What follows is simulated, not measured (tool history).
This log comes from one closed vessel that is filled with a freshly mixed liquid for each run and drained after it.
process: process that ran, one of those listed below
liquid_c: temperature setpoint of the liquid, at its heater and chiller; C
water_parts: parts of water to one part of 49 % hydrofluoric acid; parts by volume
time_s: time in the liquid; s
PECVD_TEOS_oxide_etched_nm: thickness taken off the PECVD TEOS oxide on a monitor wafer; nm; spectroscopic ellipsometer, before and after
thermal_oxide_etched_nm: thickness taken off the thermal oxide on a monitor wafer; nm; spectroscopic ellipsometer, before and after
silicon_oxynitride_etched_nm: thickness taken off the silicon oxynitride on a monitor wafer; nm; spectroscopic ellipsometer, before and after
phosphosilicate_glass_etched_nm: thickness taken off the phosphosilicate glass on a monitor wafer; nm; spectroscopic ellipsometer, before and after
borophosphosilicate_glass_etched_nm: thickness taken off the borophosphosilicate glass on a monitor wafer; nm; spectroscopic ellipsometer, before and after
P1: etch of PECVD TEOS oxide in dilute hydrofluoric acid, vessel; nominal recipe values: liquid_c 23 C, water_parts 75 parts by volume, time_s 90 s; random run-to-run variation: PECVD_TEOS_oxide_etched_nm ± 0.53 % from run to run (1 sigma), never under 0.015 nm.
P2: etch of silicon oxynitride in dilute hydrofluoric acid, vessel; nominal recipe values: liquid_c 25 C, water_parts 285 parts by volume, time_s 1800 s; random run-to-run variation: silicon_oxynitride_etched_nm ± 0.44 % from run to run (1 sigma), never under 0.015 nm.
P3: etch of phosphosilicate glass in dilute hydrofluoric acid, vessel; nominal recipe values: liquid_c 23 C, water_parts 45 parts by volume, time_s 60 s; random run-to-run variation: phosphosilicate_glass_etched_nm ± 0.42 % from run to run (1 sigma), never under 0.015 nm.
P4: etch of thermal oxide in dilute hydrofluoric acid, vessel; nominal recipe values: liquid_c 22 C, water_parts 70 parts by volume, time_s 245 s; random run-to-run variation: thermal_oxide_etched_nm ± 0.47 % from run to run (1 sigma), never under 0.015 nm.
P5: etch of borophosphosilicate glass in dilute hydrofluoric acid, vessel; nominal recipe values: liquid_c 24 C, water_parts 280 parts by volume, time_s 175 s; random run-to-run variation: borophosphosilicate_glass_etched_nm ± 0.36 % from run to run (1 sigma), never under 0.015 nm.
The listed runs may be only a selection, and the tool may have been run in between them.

run   hour  process  liquid_c  water_parts  time_s  PECVD_TEOS_oxide_etched_nm  thermal_oxide_etched_nm  silicon_oxynitride_etched_nm  phosphosilicate_glass_etched_nm  borophosphosilicate_glass_etched_nm
  1    9.9       P1        23           75      90                      16.778
  2   17.6       P1        23           75     175                      32.308
  3   28.6       P4        30           70     245                                               21.991
  4   37.7       P2        25          285    1800                                                                             19.932
  5   49.9       P3        23           45      30                                                                                                               44.05
  6   56.6       P1        23           75      90                       16.71
  7   68.1       P4        22           70     100                                                6.515
  8   79.9       P1      27.5           75      90                      19.811
  9   91.5       P2        25          100    1800                                                                             65.443
 10  104.3       P1        23           75      90                      16.684
 11  110.2       P5        18          280     175                                                                                                                                                   16.164
 12  122.6       P5        24          280      30                                                                                                                                                   3.4503
 13  129.1       P1        23          105      90                      11.513
 14  135.9       P1        23           25      90                      52.796
 15  143.9       P1        23           45      30                      9.5737
 16  149.8       P3        23           70      60                                                                                                               54.79
 17  157.2       P4        22           70     245                                               16.024
 18  168.2       P1        23           75      90                      16.692
 19  177.2       P1        17           75      90                      12.928
 20  184.8       P4        22           70     245                                                16.07
 21  196.1       P5        24          280     175                                                                                                                                                   20.097
 22  207.6       P2        25          285      30                                                                            0.35676
 23  219.2       P1        23           75      90                      16.634
 24  228.6       P3        23           45      60                                                                                                               87.35
 25  241.2       P4        22          110     245                                               9.7223
 26  248.1       P1        17           75      35                      5.0134
 27  257.3       P1        23           75      30                      5.5335
 28  267.8       P5        24          485     175                                                                                                                                                   9.6775
 29  275.2       P2        29          285    1800                                                                             23.361
 30  287.9       P3        17           45      60                                                                                                              67.828
 31  297.9       P1        23           75      90                      16.462
 32  305.5       P1        23           75      90                      16.596
 33  314.2       P1        23           75      90                      16.294
 34  324.3       P1        23           75      90                      16.149
 35  333.1       P1        23           75      90                      15.818
 36  341.4       P1        23           75      90                       15.68
 37  349.9       P1        23           75      90                      15.758

What does the tool deliver on the next run?
 38  360.7       P1        23           75      90                           ?

{"run 38": {"PECVD_TEOS_oxide_etched_nm": 15.667}}
